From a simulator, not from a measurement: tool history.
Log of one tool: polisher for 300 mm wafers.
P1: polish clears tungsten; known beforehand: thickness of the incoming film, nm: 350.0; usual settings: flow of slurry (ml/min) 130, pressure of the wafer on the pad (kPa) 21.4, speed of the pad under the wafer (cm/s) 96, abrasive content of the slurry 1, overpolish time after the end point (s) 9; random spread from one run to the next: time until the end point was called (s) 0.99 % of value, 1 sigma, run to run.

| run | day | flow of slurry (ml/min) | pressure of the wafer on the pad (kPa) | speed of the pad under the wafer (cm/s) | abrasive content of the slurry | overpolish time after the end point (s) | wafers polished on this pad | hours since the slurry nozzle was cleaned | hours since the head pressure was calibrated | hours since the slurry blender was calibrated | hours since the slurry got fresh peroxide | time until the end point was called (s) |
|---|---|---|---|---|---|---|---|---|---|---|---|---|
| 1 | 0.133 | 130 | 21.4 | 96 | 1 | 9 | 230 | 507.6 | 622 | 147.3 | 19.7 | 77.012 |
| 2 | 0.258 | 130 | 33.1 | 96 | 1 | 9 | 253 | 510.6 | 625 | 150.3 | 22.7 | 49.485 |
| 3 | 0.467 | 80 | 21.4 | 96 | 1 | 9 | 292 | 515.6 | 630 | 155.3 | 27.7 | 88.633 |
|  | 0.596 | slurry blender recalibrated |
| 4 | 0.658 | 175 | 9.7 | 96 | 1 | 9 | 329 | 520.2 | 634.6 | 1.6 | 32.3 | 160.89 |
|  | 0.692 | slurry nozzle cleaned |
| 5 | 0.833 | 130 | 21.4 | 96 | 1.25 | 9 | 362 | 3.5 | 638.8 | 5.8 | 36.5 | 73.585 |
|  | 0.958 | worn pad replaced by a new one |
| 6 | 1.017 | 130 | 21.4 | 96 | 1 | 9 | 11 | 7.9 | 643.2 | 10.2 | 40.9 | 77.756 |
| 7 | 1.271 | 130 | 21.4 | 96 | 1 | 9 | 59 | 14 | 649.3 | 16.3 | 47 | 75.93 |
| 8 | 1.4 | 130 | 21.4 | 146 | 1 | 9 | 83 | 17.1 | 652.4 | 19.4 | 50.1 | 49.916 |
| 9 | 1.612 | 130 | 21.4 | 96 | 1 | 17 | 123 | 22.2 | 657.5 | 24.5 | 55.2 | 77.241 |
| 10 | 1.825 | 130 | 21.4 | 96 | 0.65 | 9 | 163 | 27.3 | 662.6 | 29.6 | 60.3 | 85.544 |
| 11 | 1.988 | 130 | 21.4 | 96 | 1 | 9 | 194 | 31.2 | 666.5 | 33.5 | 64.2 | 77.977 |
| 12 | 2.188 | 130 | 21.4 | 96 | 1 | 3 | 232 | 36 | 671.3 | 38.3 | 69 | 76.028 |
| 13 | 2.375 | 195 | 21.4 | 96 | 1 | 9 | 267 | 40.5 | 675.8 | 42.8 | 73.5 | 71.527 |
| 14 | 2.608 | 130 | 21.4 | 96 | 1 | 9 | 311 | 46.1 | 681.4 | 48.4 | 79.1 | 75.973 |
| 15 | 2.829 | 130 | 21.4 | 96 | 1 | 9 | 353 | 51.4 | 686.7 | 53.7 | 84.4 | 76.402 |
| 16 | 3.033 | 130 | 10.3 | 96 | 1 | 9 | 392 | 56.3 | 691.6 | 58.6 | 89.3 | 156.9 |
| 17 | 3.179 | 130 | 21.4 | 58 | 1 | 9 | 419 | 59.8 | 695.1 | 62.1 | 92.8 | 128.27 |
| 18 | 3.433 | 130 | 21.4 | 96 | 0.65 | 4 | 467 | 65.9 | 701.2 | 68.2 | 98.9 | 83.618 |
| 19 | 3.658 | 130 | 21.4 | 96 | 1 | 9 | 510 | 71.3 | 706.6 | 73.6 | 104.3 | 75.921 |
| 20 | 3.896 | 130 | 21.4 | 96 | 1 | 9 | 555 | 77 | 712.3 | 79.3 | 110 | 81.332 |
| 21 | 4.025 | 130 | 21.4 | 96 | 1 | 9 | 579 | 80.1 | 715.4 | 82.4 | 113.1 | 81.142 |
|  | 4.233 | slurry blender recalibrated |
|  | 4.262 | head pressure recalibrated |
| 22 | 4.292 | 130 | 21.4 | 96 | 1 | 9 | 629 | 86.5 | 0.8 | 1.5 | 119.5 | 84.758 |
|  | 4.392 | worn pad replaced by a new one |
| 23 | 4.542 | 130 | 21.4 | 96 | 1 | 9 | 29 | 92.5 | 6.8 | 7.5 | 125.5 | 87.065 |
| 24 | 4.767 | 130 | 21.4 | 96 | 1 | 9 | 71 | 97.9 | 12.2 | 12.9 | 130.9 | 86.849 |

Forecast run 25:
| 25 | 4.979 | 130 | 21.4 | 96 | 1 | 9 | 111 | 103 | 17.3 | 18 | 136 | ? |

{"run 25": {"time until the end point was called (s)": 86.47}}
